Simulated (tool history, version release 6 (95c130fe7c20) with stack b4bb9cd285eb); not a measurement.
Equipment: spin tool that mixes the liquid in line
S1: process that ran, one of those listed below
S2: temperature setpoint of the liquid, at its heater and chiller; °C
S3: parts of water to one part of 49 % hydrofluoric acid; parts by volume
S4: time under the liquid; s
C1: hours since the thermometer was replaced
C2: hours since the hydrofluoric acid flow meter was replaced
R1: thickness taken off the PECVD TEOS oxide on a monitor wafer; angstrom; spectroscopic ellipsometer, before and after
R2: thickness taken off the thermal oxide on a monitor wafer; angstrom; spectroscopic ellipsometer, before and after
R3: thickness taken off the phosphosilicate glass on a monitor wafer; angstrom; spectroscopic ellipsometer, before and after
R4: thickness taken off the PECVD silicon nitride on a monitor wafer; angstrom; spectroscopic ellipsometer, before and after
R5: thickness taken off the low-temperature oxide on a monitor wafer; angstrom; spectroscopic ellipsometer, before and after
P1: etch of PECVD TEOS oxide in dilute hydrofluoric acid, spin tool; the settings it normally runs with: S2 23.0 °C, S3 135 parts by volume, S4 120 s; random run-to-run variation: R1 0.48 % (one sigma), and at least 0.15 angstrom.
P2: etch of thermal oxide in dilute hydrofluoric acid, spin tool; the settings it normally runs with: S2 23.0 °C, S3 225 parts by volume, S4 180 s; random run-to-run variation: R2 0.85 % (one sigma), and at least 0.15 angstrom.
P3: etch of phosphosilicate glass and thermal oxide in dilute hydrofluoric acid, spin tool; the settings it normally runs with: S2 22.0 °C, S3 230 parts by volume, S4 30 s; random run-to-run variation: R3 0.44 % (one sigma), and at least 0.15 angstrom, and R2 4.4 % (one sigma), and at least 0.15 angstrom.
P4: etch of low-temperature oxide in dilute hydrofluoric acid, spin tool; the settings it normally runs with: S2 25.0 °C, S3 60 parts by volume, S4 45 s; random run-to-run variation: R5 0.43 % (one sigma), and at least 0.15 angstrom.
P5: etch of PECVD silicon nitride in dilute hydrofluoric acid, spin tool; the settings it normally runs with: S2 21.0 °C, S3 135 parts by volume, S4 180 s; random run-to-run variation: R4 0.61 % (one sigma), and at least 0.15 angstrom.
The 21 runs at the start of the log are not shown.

run 22 day=12.958 | S1=P5 S2=25.5 S3=135 S4=180 | C1=941.8 C2=214.8 | R4=48.9970
run 23 day=13.638 | S1=P3 S2=22.0 S3=230 S4=30 | C1=958.1 C2=231.1 | R2=5.2490 R3=164.340
run 24 day=14.100 | S1=P5 S2=21.0 S3=25 S4=180 | C1=969.2 C2=242.2 | R4=186.5100
run 25 day=14.867 | S1=P4 S2=25.0 S3=60 S4=75 | C1=987.6 C2=260.6 | R5=223.440
run 26 day=15.212 | S1=P3 S2=17.0 S3=230 S4=30 | C1=995.9 C2=268.9 | R2=3.8998 R3=135.740
run 27 day=15.600 | S1=P1 S2=23.0 S3=135 S4=20 | C1=1005.2 C2=278.2 | R1=24.255
run 28 day=16.242 | S1=P2 S2=23.0 S3=225 S4=180 | C1=1020.6 C2=293.6 | R2=30.9150
run 29 day=16.771 | S1=P1 S2=23.0 S3=135 S4=120 | C1=1033.3 C2=306.3 | R1=144.770
run 30 day=17.512 | S1=P1 S2=23.0 S3=135 S4=120 | C1=1051.1 C2=324.1 | R1=148.190
run 31 day=17.925 | S1=P1 S2=23.0 S3=135 S4=120 | C1=1061.0 C2=334.0 | R1=148.060
run 32 day=18.504 | S1=P1 S2=23.0 S3=135 S4=120 | C1=1074.9 C2=347.9 | R1=150.480
run 33 day=19.079 | S1=P1 S2=23.0 S3=135 S4=120 | C1=1088.7 C2=361.7 | R1=151.000
run 34 day=19.412 | S1=P1 S2=23.0 S3=135 S4=120 | C1=1096.7 C2=369.7 | R1=151.400

The next listed run, before its measurement:
run 35 day=19.829 | S1=P1 S2=23.0 S3=135 S4=120 | C1=1106.7 C2=379.7 | R1=?

{"run 35": {"R1": 150.07}}
